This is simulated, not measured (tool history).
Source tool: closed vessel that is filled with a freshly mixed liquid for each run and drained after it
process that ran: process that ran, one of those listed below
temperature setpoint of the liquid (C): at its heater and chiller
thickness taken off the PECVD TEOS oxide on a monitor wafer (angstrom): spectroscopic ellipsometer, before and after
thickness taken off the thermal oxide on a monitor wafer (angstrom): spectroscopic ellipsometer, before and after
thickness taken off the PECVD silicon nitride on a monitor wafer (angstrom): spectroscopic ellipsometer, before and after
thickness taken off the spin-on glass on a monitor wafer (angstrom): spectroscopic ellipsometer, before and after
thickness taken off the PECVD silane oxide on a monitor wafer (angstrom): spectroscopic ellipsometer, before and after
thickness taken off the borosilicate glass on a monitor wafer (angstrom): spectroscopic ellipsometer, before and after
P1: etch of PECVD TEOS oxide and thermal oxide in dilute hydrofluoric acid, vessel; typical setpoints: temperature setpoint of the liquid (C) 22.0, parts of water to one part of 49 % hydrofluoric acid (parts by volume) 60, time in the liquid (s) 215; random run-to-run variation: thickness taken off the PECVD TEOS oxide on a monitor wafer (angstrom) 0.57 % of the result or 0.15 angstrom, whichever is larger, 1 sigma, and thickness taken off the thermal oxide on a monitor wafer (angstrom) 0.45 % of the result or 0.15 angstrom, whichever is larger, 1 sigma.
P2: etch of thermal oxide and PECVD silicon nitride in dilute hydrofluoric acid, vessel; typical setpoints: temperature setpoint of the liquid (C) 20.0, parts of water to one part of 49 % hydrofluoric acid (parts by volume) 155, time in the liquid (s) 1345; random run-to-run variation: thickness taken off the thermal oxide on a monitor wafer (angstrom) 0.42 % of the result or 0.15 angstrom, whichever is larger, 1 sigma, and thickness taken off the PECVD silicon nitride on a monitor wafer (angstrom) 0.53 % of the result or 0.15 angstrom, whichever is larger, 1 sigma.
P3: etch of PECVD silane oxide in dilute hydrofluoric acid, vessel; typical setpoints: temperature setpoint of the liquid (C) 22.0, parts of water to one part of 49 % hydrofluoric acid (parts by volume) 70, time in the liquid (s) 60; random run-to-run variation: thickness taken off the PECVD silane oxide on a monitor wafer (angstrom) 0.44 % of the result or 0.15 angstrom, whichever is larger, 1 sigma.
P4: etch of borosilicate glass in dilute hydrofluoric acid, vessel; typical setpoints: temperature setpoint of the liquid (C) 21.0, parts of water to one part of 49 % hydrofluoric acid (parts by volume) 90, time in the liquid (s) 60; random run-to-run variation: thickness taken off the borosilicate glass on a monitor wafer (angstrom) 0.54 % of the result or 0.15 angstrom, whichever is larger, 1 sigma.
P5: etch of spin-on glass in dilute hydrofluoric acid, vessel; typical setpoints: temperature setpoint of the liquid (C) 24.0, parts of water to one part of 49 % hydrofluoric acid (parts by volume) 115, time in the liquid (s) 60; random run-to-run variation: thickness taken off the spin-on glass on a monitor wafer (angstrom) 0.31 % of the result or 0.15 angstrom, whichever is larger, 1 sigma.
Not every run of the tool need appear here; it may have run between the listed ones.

run,hour,process that ran,temperature setpoint of the liquid (C),parts of water to one part of 49 % hydrofluoric acid (parts by volume),time in the liquid (s),hours since the thermometer was replaced,hours since the hydrofluoric acid flow meter was replaced,thickness taken off the PECVD TEOS oxide on a monitor wafer (angstrom),thickness taken off the thermal oxide on a monitor wafer (angstrom),thickness taken off the PECVD silicon nitride on a monitor wafer (angstrom),thickness taken off the spin-on glass on a monitor wafer (angstrom),thickness taken off the PECVD silane oxide on a monitor wafer (angstrom),thickness taken off the borosilicate glass on a monitor wafer (angstrom)
1,5.1,P1,22.0,60,215,126.3,629.1,356.450,163.410,,,,
2,10.5,P2,20.0,155,2120,131.7,634.5,,505.140,403.80,,,
3,17.1,P5,17.0,115,60,138.3,641.1,,,,245.17,,
4,28.4,P1,22.0,60,215,149.6,652.4,354.700,162.970,,,,
5,37.4,P1,22.0,20,310,158.6,661.4,1607.100,746.450,,,,
6,47.1,P3,22.0,70,60,168.3,671.1,,,,,289.81,
7,56.5,P1,22.0,60,215,177.7,680.5,353.910,163.080,,,,
8,61.6,P1,22.0,85,215,182.8,685.6,240.960,112.990,,,,
9,68.8,P2,28.0,155,1345,190.0,692.8,,432.440,427.95,,,
10,80.1,P2,20.0,155,1345,201.3,704.1,,318.380,255.70,,,
11,89.6,P5,24.0,20,60,210.8,713.6,,,,2118.70,,
12,100.4,P1,22.0,60,215,221.6,724.4,356.600,164.620,,,,
13,109.4,P1,22.0,60,215,230.6,733.4,354.730,163.570,,,,
14,117.3,P1,22.0,60,215,238.5,741.3,351.790,163.460,,,,
15,127.5,P1,17.0,60,215,248.7,751.5,286.840,132.600,,,,
16,137.4,P4,21.0,90,115,258.6,761.4,,,,,,542.38
# hour 143.5: hydrofluoric acid flow meter replaced
17,147.7,P4,17.0,90,60,268.9,4.3,,,,,,238.37
18,155.2,P1,22.0,60,115,276.4,11.8,189.060,87.813,,,,
19,166.1,P1,22.0,60,310,287.3,22.7,505.970,234.480,,,,
20,173.2,P5,24.0,115,30,294.4,29.8,,,,161.65,,
21,184.4,P3,22.0,70,30,305.6,41.0,,,,,146.24,
22,195.3,P2,20.0,275,1345,316.5,51.9,,159.890,146.41,,,
23,203.0,P4,21.0,90,60,324.2,59.6,,,,,,284.17
24,212.8,P4,21.0,125,60,334.0,69.4,,,,,,196.30
25,222.9,P1,29.5,60,215,344.1,79.5,483.330,221.320,,,,
26,230.1,P1,22.0,20,215,351.3,86.7,1122.900,519.110,,,,
27,239.4,P2,20.0,155,1345,360.6,96.0,,317.850,256.45,,,
28,250.0,P5,24.0,115,60,371.2,106.6,,,,323.21,,
29,259.0,P1,22.0,105,30,380.2,115.6,26.933,12.508,,,,
30,267.7,P3,22.0,35,60,388.9,124.3,,,,,612.36,
31,274.4,P3,17.0,70,60,395.6,131.0,,,,,236.62,
32,283.1,P1,22.0,60,215,404.3,139.7,352.330,164.730,,,,
33,291.9,P1,22.0,60,215,413.1,148.5,355.880,163.870,,,,

Run 34 has not been measured yet. What should we expect?
34,302.0,P1,22.0,60,215,423.2,158.6,?,?,,,,

thickness taken off the PECVD TEOS oxide on a monitor wafer (angstrom): 337.510
thickness taken off the thermal oxide on a monitor wafer (angstrom): 157.430
